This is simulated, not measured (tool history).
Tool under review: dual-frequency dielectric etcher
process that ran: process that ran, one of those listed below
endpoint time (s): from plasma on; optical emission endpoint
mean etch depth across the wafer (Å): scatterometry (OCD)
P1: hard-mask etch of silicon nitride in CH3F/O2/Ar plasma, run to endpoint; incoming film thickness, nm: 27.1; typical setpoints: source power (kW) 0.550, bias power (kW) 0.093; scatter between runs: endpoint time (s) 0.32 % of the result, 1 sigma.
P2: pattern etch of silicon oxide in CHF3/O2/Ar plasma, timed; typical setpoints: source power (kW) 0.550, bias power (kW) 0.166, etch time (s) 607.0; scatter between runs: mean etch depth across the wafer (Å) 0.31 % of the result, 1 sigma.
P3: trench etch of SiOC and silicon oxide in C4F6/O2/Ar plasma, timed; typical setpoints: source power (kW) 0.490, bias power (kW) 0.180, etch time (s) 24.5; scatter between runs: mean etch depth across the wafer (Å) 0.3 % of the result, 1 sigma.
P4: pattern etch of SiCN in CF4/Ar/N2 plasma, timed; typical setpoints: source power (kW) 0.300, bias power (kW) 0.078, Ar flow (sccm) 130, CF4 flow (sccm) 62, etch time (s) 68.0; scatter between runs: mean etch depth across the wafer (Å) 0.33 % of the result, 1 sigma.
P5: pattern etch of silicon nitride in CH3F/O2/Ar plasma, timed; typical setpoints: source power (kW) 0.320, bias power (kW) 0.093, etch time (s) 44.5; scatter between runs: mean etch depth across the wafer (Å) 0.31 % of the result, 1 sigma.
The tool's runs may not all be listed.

run   hour  process that ran  source power (kW)  bias power (kW)  Ar flow (sccm)  CF4 flow (sccm)  etch time (s)  hours since the last wet clean  hours since the last source power generator calibration  hours since the last bias power generator calibration  endpoint time (s)  mean etch depth across the wafer (Å)
  1    5.6                P1              0.550            0.093                                                                           342.6                                                    786.8                                                 2368.7             32.462
  2   12.9                P4              0.300            0.078             130               62           68.0                           349.9                                                    794.1                                                 2376.0                                                   401.95
  3   23.6                P1              0.550            0.093                                                                           360.6                                                    804.8                                                 2386.7             32.777
  4   31.0                P1              0.550            0.117                                                                           368.0                                                    812.2                                                 2394.1             29.883
  5   42.4                P4              0.180            0.078             130               62           68.0                           379.4                                                    823.6                                                 2405.5                                                   258.74
  6   48.0                P3              0.490            0.180                                            24.5                           385.0                                                    829.2                                                 2411.1                                                   513.85
  7   55.4                P5              0.260            0.093                                            44.5                           392.4                                                    836.6                                                 2418.5                                                   298.26
  8   65.3                P2              0.550            0.199                                           607.0                           402.3                                                    846.5                                                 2428.4                                                 12251.00
  9   73.8                P5              0.320            0.093                                            44.5                           410.8                                                    855.0                                                 2436.9                                                   323.24
 10   85.9                P2              0.550            0.166                                           607.0                           422.9                                                    867.1                                                 2449.0                                                 11479.00
      96.5  -- source power generator calibrated
 11   97.9                P3              0.350            0.180                                            24.5                           434.9                                                      1.5                                                 2461.0                                                   452.69
 12  106.9                P4              0.300            0.046             130               62           68.0                           443.9                                                     10.5                                                 2470.0                                                   334.77
 13  117.4                P3              0.490            0.180                                            24.5                           454.4                                                     21.0                                                 2480.5                                                   514.46
 14  124.3                P2              0.320            0.166                                           607.0                           461.3                                                     27.9                                                 2487.4                                                  9350.30
 15  135.2                P5              0.320            0.055                                            44.5                           472.2                                                     38.8                                                 2498.3                                                   268.49
 16  141.2                P1              0.550            0.093                                                                           478.2                                                     44.8                                                 2504.3             32.506
 17  147.8                P5              0.320            0.093                                            28.0                           484.8                                                     51.4                                                 2510.9                                                   203.46
 18  157.2                P3              0.490            0.180                                            14.0                           494.2                                                     60.8                                                 2520.3                                                   294.71
 19  164.3                P4              0.300            0.078             107               62           68.0                           501.3                                                     67.9                                                 2527.4                                                   415.51
 20  174.4                P1              0.370            0.093                                                                           511.4                                                     78.0                                                 2537.5             37.717

What does the tool deliver on the next run?
 21  183.2                P2              0.550            0.166                                           339.0                           520.2                                                     86.8                                                 2546.3                                                        ?

Run 21 came out at mean etch depth across the wafer (Å) 6406.40.
